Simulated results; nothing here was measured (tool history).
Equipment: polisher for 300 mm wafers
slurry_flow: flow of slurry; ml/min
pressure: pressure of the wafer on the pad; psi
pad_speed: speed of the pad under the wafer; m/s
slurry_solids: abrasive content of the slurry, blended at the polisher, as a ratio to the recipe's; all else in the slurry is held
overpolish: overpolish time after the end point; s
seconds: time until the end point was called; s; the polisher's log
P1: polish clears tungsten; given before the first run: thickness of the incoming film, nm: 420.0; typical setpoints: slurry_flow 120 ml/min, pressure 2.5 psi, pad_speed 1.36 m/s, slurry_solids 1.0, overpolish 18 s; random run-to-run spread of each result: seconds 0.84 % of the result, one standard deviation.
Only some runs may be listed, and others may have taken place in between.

run	day	slurry_flow	pressure	pad_speed	slurry_solids	overpolish	wafers polished on this pad	hours since the slurry nozzle was cleaned	hours since the head pressure was calibrated	hours since the slurry blender was calibrated	hours since the slurry got fresh peroxide	seconds
1	0.221	120	2.5	1.36	1.0	18	663	274.6	618.0	68.7	55.7	105.870
2	0.512	120	1.9	1.36	1.2	18	729	281.6	625.0	75.7	62.7	133.920
3	0.829	120	2.5	1.36	1.0	32	801	289.2	632.6	83.3	70.3	106.400
4	1.117	120	2.5	1.76	1.0	18	866	296.1	639.5	90.2	77.2	83.629
5	1.296	120	2.5	1.36	1.0	5	907	300.4	643.8	94.5	81.5	107.580
6	1.562	120	2.5	1.36	1.3	18	968	306.8	650.2	100.9	87.9	100.080
7	1.729	120	2.5	1.36	1.0	18	1006	310.8	654.2	104.9	91.9	108.600
8	1.988	70	2.5	1.36	1.0	18	1064	317.0	660.4	111.1	98.1	122.510
9	2.150	160	2.5	1.36	1.0	18	1101	320.9	664.3	115.0	102.0	101.510
10	2.388	120	2.5	1.36	1.0	18	1155	326.6	670.0	120.7	107.7	106.580
11	2.600	120	2.5	1.36	0.6	18	1203	331.7	675.1	125.8	112.8	118.120
12	2.862	120	2.5	0.66	1.0	18	1263	338.0	681.4	132.1	119.1	220.360
13	3.058	120	1.1	1.36	1.0	18	1307	342.7	686.1	136.8	123.8	242.550
14	3.317	120	3.3	1.36	1.0	18	1366	348.9	692.3	143.0	130.0	79.638
# day 3.350: slurry nozzle cleaned
15	3.567	120	2.5	1.36	1.0	18	1423	5.3	698.3	149.0	136.0	106.640
16	3.829	85	2.5	1.02	1.0	18	1482	11.6	704.6	155.3	142.3	156.820
17	4.096	120	2.5	1.36	1.0	18	1543	18.0	711.0	161.7	148.7	107.880
18	4.246	120	2.5	1.36	1.0	18	1577	21.6	714.6	165.3	152.3	107.630
19	4.425	120	2.5	1.36	1.0	18	1618	25.9	718.9	169.6	156.6	107.490
20	4.625	120	2.5	1.36	1.0	18	1663	30.7	723.7	174.4	161.4	109.480
21	4.908	120	2.5	1.36	1.0	18	1727	37.5	730.5	181.2	168.2	111.740
22	5.200	120	2.5	1.36	1.0	18	1794	44.5	737.5	188.2	175.2	112.750
23	5.429	120	2.5	1.36	1.0	18	1846	50.0	743.0	193.7	180.7	114.510
24	5.575	120	2.5	1.36	1.0	18	1879	53.5	746.5	197.2	184.2	114.350
# day 5.779: head pressure recalibrated
25	5.833	120	2.5	1.36	1.0	18	1938	59.7	1.4	203.4	190.4	115.580
# day 5.896: worn pad replaced by a new one
26	6.108	120	2.5	1.36	1.0	18	49	66.3	8.0	210.0	197.0	113.890
# day 6.138: slurry tank refilled with fresh slurry and peroxide
27	6.300	120	2.5	1.36	1.0	18	92	70.9	12.6	214.6	3.9	114.710
28	6.512	120	2.5	1.36	1.0	18	140	76.0	17.7	219.7	9.0	115.500
29	6.658	120	2.5	1.36	1.0	18	174	79.5	21.2	223.2	12.5	117.120
30	6.988	120	2.5	1.36	1.0	18	248	87.4	29.1	231.1	20.4	116.470

The log shows P1 creeping away from where it was. Any of the 2 causes listed here, at the size stated for it, fits the log just as well as the others:
A: abrasive missing from the slurry, % = 28.1
B: slurry flow missing at the pad, % = 27
The drift started at roughly day 4.425.
Why every other cause is out:
removal rate lost through wear of the pad, %: was serviced at day 5.896, once the creep was under way, yet the earlier output never came back
head's pressure below its setpoint, %: was serviced at day 5.779, once the creep was under way, yet the earlier output never came back
peroxide lost from the slurry, %: was serviced at day 6.138, once the creep was under way, yet the earlier output never came back

Which of the 4 check runs listed below, each an average over 2 wafers with its results shown as question marks, gives clearly different results under the different listed causes?
check 1	7.317	120	2.5	1.72	0.75	18						?
check 2	7.317	120	2.5	1.68	1.00	18						?
check 3	7.317	70	2.5	1.00	1.00	18						?
check 4	7.317	120	2.5	1.36	0.75	5						?

Outcome of each check run for each possible cause:
check	result	if A	if B
check 1	seconds	97.910	98.156
check 2	seconds	93.950	93.973
check 3	seconds	182.690	191.020
check 4	seconds	123.830	124.140
Per check, the gap between the least separated pair of causes, taken in the result that splits them most: check 1 0.25 %; check 2 0.02 %; check 3 4.46 %; check 4 0.25 %
Only check 3 tells the causes apart: in the others they would give nearly the same result.

Here is what check 3 returned: seconds 189.460 s. Which cause is it?

It is B: slurry flow missing at the pad, %.
